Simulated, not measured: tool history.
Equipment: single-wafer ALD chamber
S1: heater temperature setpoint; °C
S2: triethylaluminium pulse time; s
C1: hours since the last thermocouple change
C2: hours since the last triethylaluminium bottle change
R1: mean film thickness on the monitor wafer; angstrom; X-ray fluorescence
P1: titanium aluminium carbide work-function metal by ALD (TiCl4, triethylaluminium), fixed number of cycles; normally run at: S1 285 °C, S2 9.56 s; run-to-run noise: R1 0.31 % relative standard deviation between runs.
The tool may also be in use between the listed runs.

Run 1, day 0.138: S1 285 °C, S2 9.56 s; C1 410.8; C2 686.7. Result: R1 18.776 angstrom.
Run 2, day 0.383: S1 285 °C, S2 13.44 s; C1 416.7; C2 692.6. Result: R1 19.042 angstrom.
Run 3, day 0.508: S1 285 °C, S2 5.71 s; C1 419.7; C2 695.6. Result: R1 16.717 angstrom.
Run 4, day 0.738: S1 310 °C, S2 9.56 s; C1 425.2; C2 701.1. Result: R1 20.847 angstrom.
Run 5, day 0.938: S1 285 °C, S2 9.56 s; C1 430; C2 705.9. Result: R1 18.702 angstrom.
Run 6, day 1.067: S1 285 °C, S2 9.56 s; C1 433.1; C2 709. Result: R1 18.729 angstrom.
Run 7, day 1.25: S1 268 °C, S2 12.04 s; C1 437.5; C2 713.4. Result: R1 17.587 angstrom.
Run 8, day 1.446: S1 285 °C, S2 9.56 s; C1 442.2; C2 718.1. Result: R1 18.681 angstrom.
Run 9, day 1.625: S1 285 °C, S2 9.56 s; C1 446.5; C2 722.4. Result: R1 18.726 angstrom.
Run 10, day 1.779: S1 285 °C, S2 9.56 s; C1 450.2; C2 726.1. Result: R1 18.711 angstrom.
Run 11, day 1.971: S1 260 °C, S2 9.56 s; C1 454.8; C2 730.7. Result: R1 16.511 angstrom.
Run 12, day 2.146: S1 285 °C, S2 9.56 s; C1 459; C2 734.9. Result: R1 18.692 angstrom.
Run 13, day 2.396: S1 285 °C, S2 9.56 s; C1 465; C2 740.9. Result: R1 18.413 angstrom.
Run 14, day 2.625: S1 285 °C, S2 9.56 s; C1 470.5; C2 746.4. Result: R1 18.361 angstrom.
Run 15, day 2.871: S1 285 °C, S2 9.56 s; C1 476.4; C2 752.3. Result: R1 18.256 angstrom.
Run 16, day 3.025: S1 285 °C, S2 9.56 s; C1 480.1; C2 756. Result: R1 18.26 angstrom.
Run 17, day 3.183: S1 285 °C, S2 9.56 s; C1 483.9; C2 759.8. Result: R1 18.259 angstrom.

Run 18, settings as shown, results not yet in. Your forecast:
Run 18, day 3.321: S1 285 °C, S2 9.56 s; C1 487.2; C2 763.1. Result: R1 ?.

{"run 18": {"R1": 18.128}}
